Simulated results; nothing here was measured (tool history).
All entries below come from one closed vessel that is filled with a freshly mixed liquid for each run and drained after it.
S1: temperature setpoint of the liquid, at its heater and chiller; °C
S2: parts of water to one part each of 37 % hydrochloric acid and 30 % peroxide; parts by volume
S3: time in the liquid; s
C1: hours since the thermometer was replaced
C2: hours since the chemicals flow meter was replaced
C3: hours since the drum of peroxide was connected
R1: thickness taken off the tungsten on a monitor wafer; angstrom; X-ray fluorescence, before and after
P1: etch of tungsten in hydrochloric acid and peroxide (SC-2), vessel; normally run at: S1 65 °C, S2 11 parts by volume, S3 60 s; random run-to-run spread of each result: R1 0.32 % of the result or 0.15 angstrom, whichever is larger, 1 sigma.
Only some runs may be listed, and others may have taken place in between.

run	day	S1	S2	S3	C1	C2	C3	R1
1	0.412	65	11	60	1037.3	860.3	939.5	380.43
2	0.883	65	18	60	1048.6	871.6	950.8	245.26
3	1.096	65	4	60	1053.7	876.7	955.9	823.52
4	1.379	72	11	60	1060.5	883.5	962.7	574.46
5	1.838	72	6	60	1071.5	894.5	973.7	932.35
6	2.312	65	11	60	1082.9	905.9	985.1	378.51
7	2.579	49	11	60	1089.3	912.3	991.5	136.42
8	2.929	65	11	120	1097.7	920.7	999.9	762.74
9	3.379	65	11	60	1108.5	931.5	1010.7	378.20
10	3.650	65	11	60	1115.0	938.0	1017.2	378.72
11	3.921	65	11	60	1121.5	944.5	1023.7	378.81
12	4.396	65	11	30	1132.9	955.9	1035.1	190.12
13	4.721	65	11	60	1140.7	963.7	1042.9	378.57
14	5.162	65	11	60	1151.3	974.3	1053.5	364.84
15	5.604	65	11	60	1161.9	984.9	1064.1	355.38
16	5.833	65	11	60	1167.4	990.4	1069.6	354.72
17	6.246	65	11	60	1177.3	1000.3	1079.5	347.53
18	6.542	65	11	60	1184.4	1007.4	1086.6	345.88
# day 6.646: new drum of peroxide connected
19	6.871	65	11	60	1192.3	1015.3	5.4	343.81
20	7.133	65	11	60	1198.6	1021.6	11.7	345.13
21	7.421	65	11	60	1205.5	1028.5	18.6	342.92
22	7.738	65	11	60	1213.1	1036.1	26.2	343.70
23	8.112	65	11	60	1222.1	1045.1	35.2	343.39

Something has made what P1 gives creep away from where it was; the 2 causes below, each at its own stated size, fit the log equally well:
A: liquid colder than its thermometer reads (K) = 1.65
B: chemicals flow below the setpoint (%) = 11.1
Creep in the process output first set in at about day 4.721.
What rules out each remaining cause:
peroxide weaker than its label (%): serviced at day 6.646, which brought nothing back

Consider the 4 check runs below, whose results appear as question marks and each of which averages 2 wafers. Which one distinguishes the causes, in that each cause would give it a clearly different result?
check 1	8.488	58	14.5	60				?
check 2	8.488	65	4.0	110				?
check 3	8.488	58	16.0	60				?
check 4	8.488	57	11.0	95				?

How each check would come out, cause by cause:
check	result	if A	if B
check 1	R1	174.24	174.45
check 2	R1	1363.40	1392.50
check 3	R1	159.72	159.73
check 4	R1	328.35	330.17
Gap, in per cent, between the two causes that each check separates least, read from the result that separates them most: check 1 0.12 %; check 2 2.11 %; check 3 0 %; check 4 0.55 %
Check 2 tells the causes apart: in the others they would give nearly the same result.

Then check 2 was run and gave: R1 1362.70 angstrom. Which cause is it?

The correct cause is A, namely: liquid colder than its thermometer reads (K).
